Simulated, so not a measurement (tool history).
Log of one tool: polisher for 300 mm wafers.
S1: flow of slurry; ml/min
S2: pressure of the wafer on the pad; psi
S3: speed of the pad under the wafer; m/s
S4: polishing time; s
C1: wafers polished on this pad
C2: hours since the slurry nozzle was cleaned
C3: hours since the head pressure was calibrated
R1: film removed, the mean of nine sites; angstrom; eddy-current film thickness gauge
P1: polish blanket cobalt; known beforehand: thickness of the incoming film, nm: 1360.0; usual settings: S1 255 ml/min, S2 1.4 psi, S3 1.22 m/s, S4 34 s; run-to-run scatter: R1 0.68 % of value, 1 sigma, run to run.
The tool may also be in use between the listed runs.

run 1 hour=17.7 | S1=255 S2=1.4 S3=1.22 S4=34 | C1=830 C2=571.1 C3=481.2 | R1=1354.80
run 2 hour=34.9 | S1=255 S2=1.4 S3=0.60 S4=34 | C1=1055 C2=588.3 C3=498.4 | R1=667.21
run 3 hour=50.8 | S1=255 S2=1.4 S3=1.88 S4=34 | C1=1264 C2=604.2 C3=514.3 | R1=2090.60
run 4 hour=61.8 | S1=255 S2=1.0 S3=1.22 S4=34 | C1=1408 C2=615.2 C3=525.3 | R1=971.44
run 5 hour=79.3 | S1=255 S2=1.9 S3=1.22 S4=34 | C1=1637 C2=632.7 C3=542.8 | R1=1822.60
run 6 hour=87.5 | S1=330 S2=0.8 S3=1.22 S4=34 | C1=1745 C2=640.9 C3=551.0 | R1=786.82
run 7 hour=99.7 | S1=155 S2=1.4 S3=1.22 S4=34 | C1=1904 C2=653.1 C3=563.2 | R1=1266.00
run 8 hour=110.2 | S1=255 S2=1.4 S3=1.22 S4=47 | C1=2042 C2=663.6 C3=573.7 | R1=1884.60
run 9 hour=119.4 | S1=255 S2=1.4 S3=1.22 S4=22 | C1=2163 C2=672.8 C3=582.9 | R1=877.80
run 10 hour=133.3 | S1=255 S2=1.4 S3=1.22 S4=34 | C1=2345 C2=686.7 C3=596.8 | R1=1356.50
run 11 hour=141.6 | S1=255 S2=1.4 S3=1.22 S4=34 | C1=2454 C2=695.0 C3=605.1 | R1=1351.10
run 12 hour=157.4 | S1=255 S2=1.4 S3=1.22 S4=34 | C1=2661 C2=710.8 C3=620.9 | R1=1358.30
-- hour=158.3 head pressure recalibrated
run 13 hour=171.3 | S1=400 S2=1.4 S3=1.22 S4=34 | C1=2843 C2=724.7 C3=13.1 | R1=1410.30
run 14 hour=187.6 | S1=255 S2=1.4 S3=1.22 S4=34 | C1=3056 C2=741.0 C3=29.4 | R1=1349.50
run 15 hour=196.0 | S1=255 S2=1.4 S3=1.22 S4=34 | C1=3166 C2=749.4 C3=37.8 | R1=1326.80
run 16 hour=208.1 | S1=255 S2=1.4 S3=1.22 S4=34 | C1=3325 C2=761.5 C3=49.9 | R1=1319.10
run 17 hour=222.3 | S1=255 S2=1.4 S3=1.22 S4=34 | C1=3511 C2=775.7 C3=64.1 | R1=1302.40
run 18 hour=234.1 | S1=255 S2=1.4 S3=1.22 S4=34 | C1=3666 C2=787.5 C3=75.9 | R1=1289.20
run 19 hour=245.0 | S1=255 S2=1.4 S3=1.22 S4=34 | C1=3809 C2=798.4 C3=86.8 | R1=1302.10
-- hour=245.8 worn pad replaced by a new one
run 20 hour=260.6 | S1=255 S2=1.4 S3=1.22 S4=34 | C1=194 C2=814.0 C3=102.4 | R1=1274.40
run 21 hour=273.7 | S1=255 S2=1.4 S3=1.22 S4=34 | C1=365 C2=827.1 C3=115.5 | R1=1284.20
run 22 hour=286.0 | S1=255 S2=1.4 S3=1.22 S4=34 | C1=527 C2=839.4 C3=127.8 | R1=1300.10

What P1 gives has crept away from where it was. These 2 causes fit the log equally well, each at the size given:
A: head's pressure below its setpoint, % = 5.28
B: slurry flow missing at the pad, % = 34.3
The process output started creeping at around hour 187.6.
What rules out each remaining cause:
removal rate lost through wear of the pad, %: its service at hour 245.8 followed the start of the drift and did not put the process back to its old value

The list below offers 4 check runs, each averaging the results of 3 wafers, and shows each result as a question mark. For which of them would the listed causes give clearly different results?
run check 1 hour=298.3 | S1=255 S2=1.4 S3=1.60 S4=34 | R1=?
run check 2 hour=298.3 | S1=255 S2=1.1 S3=1.22 S4=34 | R1=?
run check 3 hour=298.3 | S1=255 S2=1.4 S3=1.86 S4=34 | R1=?
run check 4 hour=298.3 | S1=160 S2=1.4 S3=1.22 S4=34 | R1=?

Check results expected under each cause:
check=check_1 result=R1 if_A=1680.70 if_B=1680.70
check=check_2 result=R1 if_A=1006.90 if_B=1006.90
check=check_3 result=R1 if_A=1953.80 if_B=1953.90
check=check_4 result=R1 if_A=1205.00 if_B=1170.20
Separation of the two closest causes in each check, using whichever result separates them best: check 1 0 %; check 2 0 %; check 3 0 %; check 4 2.93 %
Only in check 4 would the causes give clearly different results; in the remaining checks their results would be nearly the same.

Running check 4 produced the following: R1 1173.80 angstrom. Which one of the listed causes fits?

Of the candidate causes, it is B: slurry flow missing at the pad, %.
